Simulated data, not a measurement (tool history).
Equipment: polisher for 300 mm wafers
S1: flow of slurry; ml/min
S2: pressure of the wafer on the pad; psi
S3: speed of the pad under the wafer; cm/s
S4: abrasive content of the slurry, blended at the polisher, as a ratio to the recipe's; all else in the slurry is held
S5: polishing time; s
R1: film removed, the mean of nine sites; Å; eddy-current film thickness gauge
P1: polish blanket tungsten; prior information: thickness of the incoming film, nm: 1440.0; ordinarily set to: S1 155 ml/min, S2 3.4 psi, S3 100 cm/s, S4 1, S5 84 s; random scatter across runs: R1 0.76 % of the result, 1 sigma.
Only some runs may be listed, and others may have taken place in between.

run   hour   S1   S2   S3    S4   S5      R1
  1     14  155  3.4  100     1   84    3226
  2   30.2  155  3.4  100     1   84  3228.4
  3   41.7   95  3.4  100     1   84  2908.8
  4   56.1  155  3.4  100     1  131  5007.2
  5   70.3  155  3.4   44     1   84  1438.5
  6     88  155  3.4  100  1.45   84  3518.4
  7  104.7  155  3.4  100     1   84  3220.9
     111.9  -- worn pad replaced by a new one
  8  118.8  155  3.4  100     1   84  3220.4
  9  128.7  155  2.1  100     1   84  2012.4
 10  143.9  155  3.4  100     1   38  1462.5
 11  155.5  155  4.4  100     1   84  4222.2
     158.8  -- head pressure recalibrated
 12  165.4  205  3.4  100     1   57  2286.2
 13  181.1  195  3.4  100     1   84  3283.5
     192.4  -- slurry blender recalibrated
 14  196.2  155  3.4  140     1   84  4566.2
 15  209.6  155  3.4  100  0.55   84    2821
 16  218.8  155  3.4  100  0.65  111  3871.9
 17  228.8  155  3.4  100     1   84  3211.4
 18  238.8  155  3.4  100     1   84    3102
 19  248.1  155  3.4  100     1   84  3075.9
 20  263.4  155  3.4  100     1   84  3012.8
     268.5  -- slurry tank refilled with fresh slurry and peroxide
     268.9  -- head pressure recalibrated
       270  -- worn pad replaced by a new one
 21  278.9  155  3.4  100     1   84  2987.4
 22  293.1  155  3.4  100     1   84  2920.7
 23  310.3  155  3.4  100     1   84  2976.7
 24  320.9  155  3.4  100     1   84  2922.1
 25  335.8  155  3.4  100     1   84  2941.9

Compared with where it was, what P1 gives has crept away. Each cause listed below fits the log as well as the rest, at the size given for it:
A: abrasive missing from the slurry, % = 34.4
B: slurry flow missing at the pad, % = 37.5
The drift started at roughly hour 228.8.
What rules out each remaining cause:
removal rate lost through wear of the pad, %: its service at hour 270 followed the start of the drift and did not put the process back to its old value
head's pressure below its setpoint, %: its service at hour 268.9 followed the start of the drift and did not put the process back to its old value
peroxide lost from the slurry, %: its service at hour 268.5 followed the start of the drift and did not put the process back to its old value

4 check runs are offered, each on 2 wafers whose results are averaged, their results left as question marks. Which one tells the causes apart?
check 1  350.7  155  3.4  100   1.2  84   ?
check 2  350.7   95  3.4  100     1  84   ?
check 3  350.7  155  3.4  100  0.75  84   ?
check 4  350.7  155  2.7  100  1.45  84   ?

How each check would come out, cause by cause:
  check  result    if A    if B
check 1      R1  3046.4  3051.8
check 2      R1  2636.8    2503
check 3      R1  2740.3  2732.3
check 4      R1  2528.3  2537.4
Gap, in per cent, between the two causes that each check separates least, read from the result that separates them most: check 1 0.18 %; check 2 5.21 %; check 3 0.29 %; check 4 0.36 %
Check 2 tells the causes apart: in the others they would give nearly the same result.

Check 2 was carried out, with these results: R1 2640.2 Å. Which of the listed causes is responsible?

The correct cause is A, namely: abrasive missing from the slurry, %.
